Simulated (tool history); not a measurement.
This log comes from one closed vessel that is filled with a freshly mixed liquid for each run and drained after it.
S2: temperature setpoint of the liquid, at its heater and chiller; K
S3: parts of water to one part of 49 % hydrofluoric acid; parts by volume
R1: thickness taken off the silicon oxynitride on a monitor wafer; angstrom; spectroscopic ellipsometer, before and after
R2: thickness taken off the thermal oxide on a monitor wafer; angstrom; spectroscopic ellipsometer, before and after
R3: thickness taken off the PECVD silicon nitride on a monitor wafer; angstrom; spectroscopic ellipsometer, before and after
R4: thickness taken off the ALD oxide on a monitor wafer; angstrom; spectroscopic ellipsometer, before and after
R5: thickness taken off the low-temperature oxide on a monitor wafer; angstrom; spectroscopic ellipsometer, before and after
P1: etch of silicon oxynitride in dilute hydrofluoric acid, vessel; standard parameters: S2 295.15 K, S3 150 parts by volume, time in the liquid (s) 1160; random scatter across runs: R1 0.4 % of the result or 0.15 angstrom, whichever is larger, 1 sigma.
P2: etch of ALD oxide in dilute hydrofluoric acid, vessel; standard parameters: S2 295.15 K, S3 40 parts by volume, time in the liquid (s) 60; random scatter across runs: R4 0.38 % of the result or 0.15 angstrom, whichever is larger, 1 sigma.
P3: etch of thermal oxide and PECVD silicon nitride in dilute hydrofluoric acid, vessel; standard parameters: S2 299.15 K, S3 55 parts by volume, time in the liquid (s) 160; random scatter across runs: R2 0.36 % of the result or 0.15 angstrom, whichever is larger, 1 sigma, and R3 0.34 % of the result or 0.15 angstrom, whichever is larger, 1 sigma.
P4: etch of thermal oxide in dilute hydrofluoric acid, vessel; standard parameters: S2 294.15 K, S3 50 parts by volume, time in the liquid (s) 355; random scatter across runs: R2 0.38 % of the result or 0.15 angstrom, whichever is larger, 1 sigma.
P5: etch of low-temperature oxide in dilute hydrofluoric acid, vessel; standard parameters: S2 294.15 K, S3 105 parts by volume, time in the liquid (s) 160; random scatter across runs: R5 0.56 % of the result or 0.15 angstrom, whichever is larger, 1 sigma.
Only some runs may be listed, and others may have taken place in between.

{"run": 1, "hour": 7.1, "process that ran": "P1", "S2": 295.15, "S3": 150, "time in the liquid (s)": 1160, "R1": 157.03}
{"run": 2, "hour": 13.6, "process that ran": "P3", "S2": 299.15, "S3": 20, "time in the liquid (s)": 160, "R2": 467.49, "R3": 164.67}
{"run": 3, "hour": 19.9, "process that ran": "P4", "S2": 294.15, "S3": 50, "time in the liquid (s)": 30, "R2": 26.406}
{"run": 4, "hour": 27.1, "process that ran": "P1", "S2": 295.15, "S3": 150, "time in the liquid (s)": 1160, "R1": 158.31}
{"run": 5, "hour": 31.3, "process that ran": "P1", "S2": 295.15, "S3": 150, "time in the liquid (s)": 1160, "R1": 157.43}
{"run": 6, "hour": 35.1, "process that ran": "P3", "S2": 299.15, "S3": 55, "time in the liquid (s)": 30, "R2": 30.063, "R3": 11.619}
{"run": 7, "hour": 39.9, "process that ran": "P1", "S2": 295.15, "S3": 150, "time in the liquid (s)": 1160, "R1": 157.41}
{"run": 8, "hour": 47.7, "process that ran": "P2", "S2": 295.15, "S3": 40, "time in the liquid (s)": 60, "R4": 365.03}
{"hour": 48.7, "done": "hydrofluoric acid flow meter replaced"}
{"run": 9, "hour": 53.6, "process that ran": "P1", "S2": 291.65, "S3": 150, "time in the liquid (s)": 375, "R1": 43.185}
{"run": 10, "hour": 59.6, "process that ran": "P2", "S2": 295.15, "S3": 40, "time in the liquid (s)": 30, "R4": 180.76}
{"run": 11, "hour": 64.5, "process that ran": "P2", "S2": 295.15, "S3": 70, "time in the liquid (s)": 60, "R4": 201.15}
{"run": 12, "hour": 68.2, "process that ran": "P1", "S2": 295.15, "S3": 150, "time in the liquid (s)": 1790, "R1": 243.89}
{"run": 13, "hour": 75.1, "process that ran": "P1", "S2": 295.15, "S3": 255, "time in the liquid (s)": 1160, "R1": 85.976}
{"run": 14, "hour": 79.3, "process that ran": "P1", "S2": 295.15, "S3": 150, "time in the liquid (s)": 1160, "R1": 157.97}
{"run": 15, "hour": 86.5, "process that ran": "P1", "S2": 295.15, "S3": 150, "time in the liquid (s)": 1160, "R1": 157.64}
{"run": 16, "hour": 90.0, "process that ran": "P1", "S2": 295.15, "S3": 85, "time in the liquid (s)": 1160, "R1": 291.12}
{"run": 17, "hour": 98.0, "process that ran": "P1", "S2": 290.15, "S3": 150, "time in the liquid (s)": 1160, "R1": 123.74}
{"run": 18, "hour": 104.7, "process that ran": "P5", "S2": 299.65, "S3": 105, "time in the liquid (s)": 160, "R5": 230.92}
{"run": 19, "hour": 109.2, "process that ran": "P1", "S2": 290.15, "S3": 220, "time in the liquid (s)": 1160, "R1": 81.607}
{"run": 20, "hour": 115.3, "process that ran": "P5", "S2": 294.15, "S3": 170, "time in the liquid (s)": 160, "R5": 106.43}
{"run": 21, "hour": 119.4, "process that ran": "P4", "S2": 294.15, "S3": 25, "time in the liquid (s)": 355, "R2": 635.03}
{"run": 22, "hour": 124.2, "process that ran": "P3", "S2": 306.65, "S3": 55, "time in the liquid (s)": 160, "R2": 215.98, "R3": 100.81}
{"run": 23, "hour": 132.3, "process that ran": "P2", "S2": 295.15, "S3": 40, "time in the liquid (s)": 60, "R4": 365.8}
{"run": 24, "hour": 137.9, "process that ran": "P4", "S2": 294.15, "S3": 50, "time in the liquid (s)": 355, "R2": 308.09}
{"run": 25, "hour": 145.6, "process that ran": "P4", "S2": 300.15, "S3": 50, "time in the liquid (s)": 355, "R2": 394.72}
{"run": 26, "hour": 151.0, "process that ran": "P5", "S2": 294.15, "S3": 105, "time in the liquid (s)": 30, "R5": 34.685}
{"run": 27, "hour": 158.5, "process that ran": "P3", "S2": 299.15, "S3": 55, "time in the liquid (s)": 160, "R2": 162.36, "R3": 62.239}
{"run": 28, "hour": 163.3, "process that ran": "P1", "S2": 295.15, "S3": 150, "time in the liquid (s)": 195, "R1": 26.401}
{"run": 29, "hour": 169.6, "process that ran": "P2", "S2": 298.65, "S3": 40, "time in the liquid (s)": 60, "R4": 423.81}
{"run": 30, "hour": 174.3, "process that ran": "P5", "S2": 294.15, "S3": 105, "time in the liquid (s)": 160, "R5": 185.79}

What will run 31 give?
{"run": 31, "hour": 182.3, "process that ran": "P1", "S2": 299.65, "S3": 150, "time in the liquid (s)": 1160, "R1": "?"}

Run 31 produced R1 194.200 angstrom.
